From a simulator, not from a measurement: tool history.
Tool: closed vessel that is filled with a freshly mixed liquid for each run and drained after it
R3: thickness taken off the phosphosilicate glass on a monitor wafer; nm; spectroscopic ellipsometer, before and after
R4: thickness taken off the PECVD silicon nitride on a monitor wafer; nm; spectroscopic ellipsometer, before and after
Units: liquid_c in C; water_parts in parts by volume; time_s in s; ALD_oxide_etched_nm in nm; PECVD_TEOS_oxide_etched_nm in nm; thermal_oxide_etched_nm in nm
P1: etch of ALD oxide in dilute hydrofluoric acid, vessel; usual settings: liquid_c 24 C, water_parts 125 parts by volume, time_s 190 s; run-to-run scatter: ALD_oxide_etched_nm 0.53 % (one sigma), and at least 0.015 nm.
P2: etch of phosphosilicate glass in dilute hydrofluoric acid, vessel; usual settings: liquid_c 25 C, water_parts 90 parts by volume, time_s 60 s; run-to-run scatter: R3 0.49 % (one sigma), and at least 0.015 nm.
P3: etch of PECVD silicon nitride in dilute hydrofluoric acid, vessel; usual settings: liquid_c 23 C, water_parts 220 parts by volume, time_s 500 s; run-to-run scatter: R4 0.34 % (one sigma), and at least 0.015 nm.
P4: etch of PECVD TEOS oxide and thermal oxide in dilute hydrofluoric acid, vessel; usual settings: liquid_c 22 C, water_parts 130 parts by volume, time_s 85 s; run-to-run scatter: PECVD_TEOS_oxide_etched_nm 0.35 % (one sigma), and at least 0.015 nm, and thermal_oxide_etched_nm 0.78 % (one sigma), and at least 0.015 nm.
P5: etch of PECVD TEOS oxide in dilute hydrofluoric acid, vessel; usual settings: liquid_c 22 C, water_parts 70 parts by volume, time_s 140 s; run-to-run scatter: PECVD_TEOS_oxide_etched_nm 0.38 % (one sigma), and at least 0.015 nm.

run 1 hour=5.7 | process=P1 liquid_c=24 water_parts=125 time_s=190 | ALD_oxide_etched_nm=13.865
run 2 hour=14.9 | process=P1 liquid_c=28.5 water_parts=60 time_s=190 | ALD_oxide_etched_nm=37.636
run 3 hour=23.2 | process=P5 liquid_c=22 water_parts=70 time_s=275 | PECVD_TEOS_oxide_etched_nm=79.485
run 4 hour=28.9 | process=P2 liquid_c=25 water_parts=90 time_s=60 | R3=41.844
run 5 hour=35.8 | process=P1 liquid_c=24 water_parts=45 time_s=190 | ALD_oxide_etched_nm=42.896
run 6 hour=42.4 | process=P1 liquid_c=24 water_parts=125 time_s=190 | ALD_oxide_etched_nm=13.916
run 7 hour=48.5 | process=P1 liquid_c=17 water_parts=125 time_s=190 | ALD_oxide_etched_nm=10.472
run 8 hour=57.3 | process=P2 liquid_c=25 water_parts=155 time_s=60 | R3=22.367
run 9 hour=63.7 | process=P1 liquid_c=27.5 water_parts=125 time_s=190 | ALD_oxide_etched_nm=15.878
run 10 hour=70 | process=P1 liquid_c=24 water_parts=125 time_s=285 | ALD_oxide_etched_nm=20.945
run 11 hour=79.5 | process=P1 liquid_c=24 water_parts=80 time_s=30 | ALD_oxide_etched_nm=3.6359
run 12 hour=88.1 | process=P3 liquid_c=23 water_parts=135 time_s=500 | R4=9.805
run 13 hour=96.6 | process=P4 liquid_c=22 water_parts=130 time_s=85 | PECVD_TEOS_oxide_etched_nm=8.8622 thermal_oxide_etched_nm=2.6453
run 14 hour=104.3 | process=P2 liquid_c=25 water_parts=90 time_s=35 | R3=24.257
run 15 hour=112 | process=P5 liquid_c=22 water_parts=70 time_s=140 | PECVD_TEOS_oxide_etched_nm=40.558
run 16 hour=118 | process=P1 liquid_c=24 water_parts=125 time_s=55 | ALD_oxide_etched_nm=4.023
run 17 hour=124.2 | process=P3 liquid_c=27.5 water_parts=220 time_s=500 | R4=8.1231
run 18 hour=131.9 | process=P1 liquid_c=24 water_parts=125 time_s=190 | ALD_oxide_etched_nm=13.86
run 19 hour=139.6 | process=P1 liquid_c=24 water_parts=205 time_s=190 | ALD_oxide_etched_nm=7.7157
run 20 hour=144.6 | process=P2 liquid_c=25 water_parts=90 time_s=60 | R3=41.527
run 21 hour=154.6 | process=P2 liquid_c=19.5 water_parts=90 time_s=60 | R3=33.124
run 22 hour=160.4 | process=P4 liquid_c=22 water_parts=70 time_s=85 | PECVD_TEOS_oxide_etched_nm=17.49 thermal_oxide_etched_nm=5.3019
run 23 hour=165.9 | process=P1 liquid_c=24 water_parts=125 time_s=190 | ALD_oxide_etched_nm=13.858
run 24 hour=171.9 | process=P1 liquid_c=24 water_parts=125 time_s=190 | ALD_oxide_etched_nm=13.947
run 25 hour=176.9 | process=P4 liquid_c=27 water_parts=130 time_s=85 | PECVD_TEOS_oxide_etched_nm=10.694 thermal_oxide_etched_nm=3.1927
run 26 hour=184.8 | process=P1 liquid_c=24 water_parts=125 time_s=190 | ALD_oxide_etched_nm=13.847
run 27 hour=190.6 | process=P5 liquid_c=29 water_parts=70 time_s=140 | PECVD_TEOS_oxide_etched_nm=53.531
run 28 hour=199.1 | process=P1 liquid_c=24 water_parts=125 time_s=190 | ALD_oxide_etched_nm=13.941
run 29 hour=207.3 | process=P3 liquid_c=23 water_parts=220 time_s=500 | R4=6.1201
run 30 hour=213.4 | process=P5 liquid_c=22 water_parts=70 time_s=140 | PECVD_TEOS_oxide_etched_nm=40.639
run 31 hour=219.4 | process=P4 liquid_c=22 water_parts=130 time_s=30 | PECVD_TEOS_oxide_etched_nm=3.1147 thermal_oxide_etched_nm=0.91553
run 32 hour=224.5 | process=P3 liquid_c=23 water_parts=220 time_s=790 | R4=9.6181
run 33 hour=230.7 | process=P5 liquid_c=22 water_parts=20 time_s=140 | PECVD_TEOS_oxide_etched_nm=150.55
run 34 hour=237 | process=P1 liquid_c=24 water_parts=125 time_s=190 | ALD_oxide_etched_nm=13.833
run 35 hour=243.4 | process=P1 liquid_c=24 water_parts=125 time_s=190 | ALD_oxide_etched_nm=13.31
run 36 hour=248.3 | process=P1 liquid_c=24 water_parts=125 time_s=190 | ALD_oxide_etched_nm=13.15
run 37 hour=256.7 | process=P1 liquid_c=24 water_parts=125 time_s=190 | ALD_oxide_etched_nm=13.074
run 38 hour=262.3 | process=P1 liquid_c=24 water_parts=125 time_s=190 | ALD_oxide_etched_nm=13.066
run 39 hour=267.5 | process=P1 liquid_c=24 water_parts=125 time_s=190 | ALD_oxide_etched_nm=12.941
run 40 hour=275.6 | process=P1 liquid_c=24 water_parts=125 time_s=190 | ALD_oxide_etched_nm=12.958

What P1 gives has crept away from where it was. These 2 causes fit the log equally well, each at the size given:
A: liquid colder than its thermometer reads (K) = 1.85
B: hydrofluoric acid flow below the setpoint (%) = 6.1
The creep began at about hour 237.

4 check runs are offered, one wafer each, their results left as question marks. Which one tells the causes apart?
run check 1 hour=283.7 | process=P2 liquid_c=25 water_parts=90 time_s=60 | R3=?
run check 2 hour=283.7 | process=P3 liquid_c=23 water_parts=220 time_s=500 | R4=?
run check 3 hour=283.7 | process=P5 liquid_c=22 water_parts=70 time_s=140 | PECVD_TEOS_oxide_etched_nm=?
run check 4 hour=283.7 | process=P4 liquid_c=22 water_parts=130 time_s=85 | PECVD_TEOS_oxide_etched_nm=? thermal_oxide_etched_nm=?

What each check would give under each cause:
check=check_1 result=R3 if_A=38.705 if_B=38.836
check=check_2 result=R4 if_A=5.4205 if_B=5.7342
check=check_3 result=PECVD_TEOS_oxide_etched_nm if_A=37.502 if_B=37.814
check=check_4 result=PECVD_TEOS_oxide_etched_nm if_A=8.1871 if_B=8.1985
check=check_4 result=thermal_oxide_etched_nm if_A=2.4741 if_B=2.4775
How far apart the two closest causes lie, in the result that separates them most: check 1 0.34 %; check 2 5.63 %; check 3 0.83 %; check 4 0.14 %
Only check 2 tells the causes apart: in the others they would give nearly the same result.

Check 2 was then run and gave: R4 5.4159 nm. Which cause is it?

It is A: liquid colder than its thermometer reads (K).
